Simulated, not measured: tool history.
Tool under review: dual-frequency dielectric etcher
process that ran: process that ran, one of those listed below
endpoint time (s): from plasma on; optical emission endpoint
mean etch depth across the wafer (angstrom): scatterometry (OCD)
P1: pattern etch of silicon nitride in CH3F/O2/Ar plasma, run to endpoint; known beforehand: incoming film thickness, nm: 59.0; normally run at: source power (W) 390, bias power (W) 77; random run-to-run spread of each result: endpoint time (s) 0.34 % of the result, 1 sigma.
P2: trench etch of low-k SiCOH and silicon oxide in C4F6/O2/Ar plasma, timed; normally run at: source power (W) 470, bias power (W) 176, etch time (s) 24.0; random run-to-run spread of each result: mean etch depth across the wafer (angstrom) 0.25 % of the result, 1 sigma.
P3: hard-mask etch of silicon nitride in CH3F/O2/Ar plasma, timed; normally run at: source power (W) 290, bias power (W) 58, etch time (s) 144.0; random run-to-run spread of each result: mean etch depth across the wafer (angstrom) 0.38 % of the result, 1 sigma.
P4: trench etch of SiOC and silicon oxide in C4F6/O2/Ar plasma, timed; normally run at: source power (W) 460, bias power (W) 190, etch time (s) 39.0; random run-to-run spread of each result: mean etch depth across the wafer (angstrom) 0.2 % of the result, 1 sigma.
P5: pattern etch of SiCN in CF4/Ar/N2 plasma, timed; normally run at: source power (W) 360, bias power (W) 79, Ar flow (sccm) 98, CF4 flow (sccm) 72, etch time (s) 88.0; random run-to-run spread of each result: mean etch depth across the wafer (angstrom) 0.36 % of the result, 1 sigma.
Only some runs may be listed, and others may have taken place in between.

run	hour	process that ran	source power (W)	bias power (W)	etch time (s)	Ar flow (sccm)	CF4 flow (sccm)	hours since the last wet clean	hours since the last source power generator calibration	hours since the last bias power generator calibration	endpoint time (s)	mean etch depth across the wafer (angstrom)
1	8.5	P1	390	77				291.2	2208.0	1830.3	84.162	
2	18.2	P3	360	58	144.0			300.9	2217.7	1840.0		904.73
3	36.8	P1	390	51				319.5	2236.3	1858.6	96.530	
4	46.3	P3	290	46	144.0			329.0	2245.8	1868.1		769.92
5	58.5	P1	390	108				341.2	2258.0	1880.3	74.577	
6	74.4	P1	390	77				357.1	2273.9	1896.2	84.111	
7	93.4	P2	470	176	16.5			376.1	2292.9	1915.2		563.94
8	102.8	P5	360	79	88.0	98	72	385.5	2302.3	1924.6		648.49
9	118.4	P1	480	59				401.1	2317.9	1940.2	84.794	
10	137.2	P1	390	77				419.9	2336.7	1959.0	84.232	
11	152.2	P1	220	77				434.9	2351.7	1974.0	104.670	
12	161.5	P1	390	77				444.2	2361.0	1983.3	84.316	
13	171.3	P5	450	79	88.0	98	72	454.0	2370.8	1993.1		788.21
14	187.0	P5	360	79	88.0	125	72	469.7	2386.5	2008.8		624.32
15	200.1	P2	470	131	24.0			482.8	2399.6	2021.9		750.53
16	214.8	P5	360	79	88.0	98	72	497.5	2414.3	2036.6		649.04
17	225.3	P4	460	256	39.0			508.0	2424.8	2047.1		900.03
18	240.9	P1	540	77				523.6	2440.4	2062.7	74.489	
19	253.0	P2	470	176	24.0			535.7	2452.5	2074.8		819.60
20	267.1	P4	460	190	48.5			549.8	2466.6	2088.9		1010.60
21	278.4	P5	360	79	115.5	98	72	561.1	2477.9	2100.2		845.18
22	296.8	P2	470	176	24.0			579.5	2496.3	2118.6		822.40
23	306.1	P4	460	190	39.0			588.8	2505.6	2127.9		816.06
24	323.3	P2	280	176	24.0			606.0	2522.8	2145.1		668.37
25	333.4	P1	390	77				616.1	2532.9	2155.2	84.323	
26	343.1	P5	360	79	88.0	98	45	625.8	2542.6	2164.9		602.77
27	358.3	P1	390	77				641.0	2557.8	2180.1	84.004	
28	373.4	P4	370	190	39.0			656.1	2572.9	2195.2		749.48
29	391.0	P3	290	58	207.0			673.7	2590.5	2212.8		1200.90
30	402.5	P3	290	58	144.0			685.2	2602.0	2224.3		831.32
31	412.0	P5	360	53	88.0	98	72	694.7	2611.5	2233.8		568.37

The next listed run, before its measurement:
32	430.2	P1	390	77				712.9	2629.7	2252.0	?	

endpoint time (s): 84.283

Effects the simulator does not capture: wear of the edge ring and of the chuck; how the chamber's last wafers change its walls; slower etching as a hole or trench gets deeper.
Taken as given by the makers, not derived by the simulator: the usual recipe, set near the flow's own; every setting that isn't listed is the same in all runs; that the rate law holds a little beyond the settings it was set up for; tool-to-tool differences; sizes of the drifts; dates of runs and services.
